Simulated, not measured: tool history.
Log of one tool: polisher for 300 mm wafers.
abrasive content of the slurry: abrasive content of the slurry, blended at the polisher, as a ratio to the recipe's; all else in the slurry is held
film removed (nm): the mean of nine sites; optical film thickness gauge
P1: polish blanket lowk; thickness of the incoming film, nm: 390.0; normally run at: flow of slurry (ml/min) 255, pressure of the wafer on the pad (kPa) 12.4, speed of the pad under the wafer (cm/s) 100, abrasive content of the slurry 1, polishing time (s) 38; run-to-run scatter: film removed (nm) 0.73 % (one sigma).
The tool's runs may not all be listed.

run    day  flow of slurry (ml/min)  pressure of the wafer on the pad (kPa)  speed of the pad under the wafer (cm/s)  abrasive content of the slurry  polishing time (s)  wafers polished on this pad  hours since the slurry nozzle was cleaned  hours since the head pressure was calibrated  hours since the slurry blender was calibrated  hours since the conditioning disc was replaced  film removed (nm)
  1  0.217                      255                                    12.4                                      100                               1                  38                          192                                      145.7                                         528.4                                          259.8                                           142.6             14.953
  2  0.662                      255                                    12.4                                      100                               1                  38                          287                                      156.4                                         539.1                                          270.5                                           153.3             15.027
  3   1.05                      255                                    12.4                                      100                               1                  38                          370                                      165.7                                         548.4                                          279.8                                           162.6             14.946
  4  1.321                      255                                    12.4                                      158                               1                  38                          427                                      172.2                                         554.9                                          286.3                                           169.1             21.489
  5  1.621                      255                                    12.4                                      100                               1                  38                          491                                      179.4                                         562.1                                          293.5                                           176.3             14.916
  6  1.979                      255                                    12.4                                      100                               1                  56                          567                                        188                                         570.7                                          302.1                                           184.9             22.031
     2.262  -- slurry nozzle cleaned
  7  2.279                      255                                     6.9                                       52                               1                  38                          631                                        0.5                                         577.9                                          309.3                                           192.1             4.9231
  8  2.742                      255                                    12.4                                      100                               1                  28                          729                                       11.6                                           589                                          320.4                                           203.2             11.022
  9  3.196                      395                                    12.4                                      100                               1                  38                          826                                       22.5                                         599.9                                          331.3                                           214.1             15.397
 10   3.55                      255                                    12.4                                      100                               1                  38                          901                                         31                                         608.4                                          339.8                                           222.6             14.871
 11  3.942                      255                                    19.3                                      100                               1                  38                          985                                       40.4                                         617.8                                          349.2                                             232             23.391
 12   4.35                      255                                    12.4                                       68                               1                  38                         1072                                       50.2                                         627.6                                            359                                           241.8             10.998
 13  4.721                      255                                    18.6                                      100                               1                  55                         1151                                       59.1                                         636.5                                          367.9                                           250.7              32.43
 14  5.029                      255                                    12.4                                      100                            1.45                  38                         1216                                       66.5                                         643.9                                          375.3                                           258.1             17.381
 15  5.262                      180                                    12.4                                      100                               1                  38                         1266                                       72.1                                         649.5                                          380.9                                           263.7             14.302
 16  5.667                      255                                    12.4                                      100                            0.55                  38                         1352                                       81.8                                         659.2                                          390.6                                           273.4             10.967
 17  5.954                      255                                     6.2                                      100                               1                  38                         1413                                       88.7                                         666.1                                          397.5                                           280.3             7.5177
 18  6.188                      255                                    12.4                                      100                               1                  38                         1463                                       94.3                                         671.7                                          403.1                                           285.9             14.897
 19  6.521                      255                                    12.4                                      100                               1                  38                         1534                                      102.3                                         679.7                                          411.1                                           293.9             14.274
 20  6.929                      255                                    12.4                                      100                               1                  38                         1621                                      112.1                                         689.5                                          420.9                                           303.7             13.782
 21  7.229                      255                                    12.4                                      100                               1                  38                         1684                                      119.3                                         696.7                                          428.1                                           310.9             13.488
 22  7.475                      255                                    12.4                                      100                               1                  38                         1737                                      125.2                                         702.6                                            434                                           316.8             13.259

The next listed run, before its measurement:
     7.554  -- conditioning disc replaced and pad reconditioned
 23  7.75                      255                                    12.4                                      100                               1                  38                         1795                                      131.8                                         709.2                                          440.6                                             4.8                  ?

{"run 23": {"film removed (nm)": 13.249}}
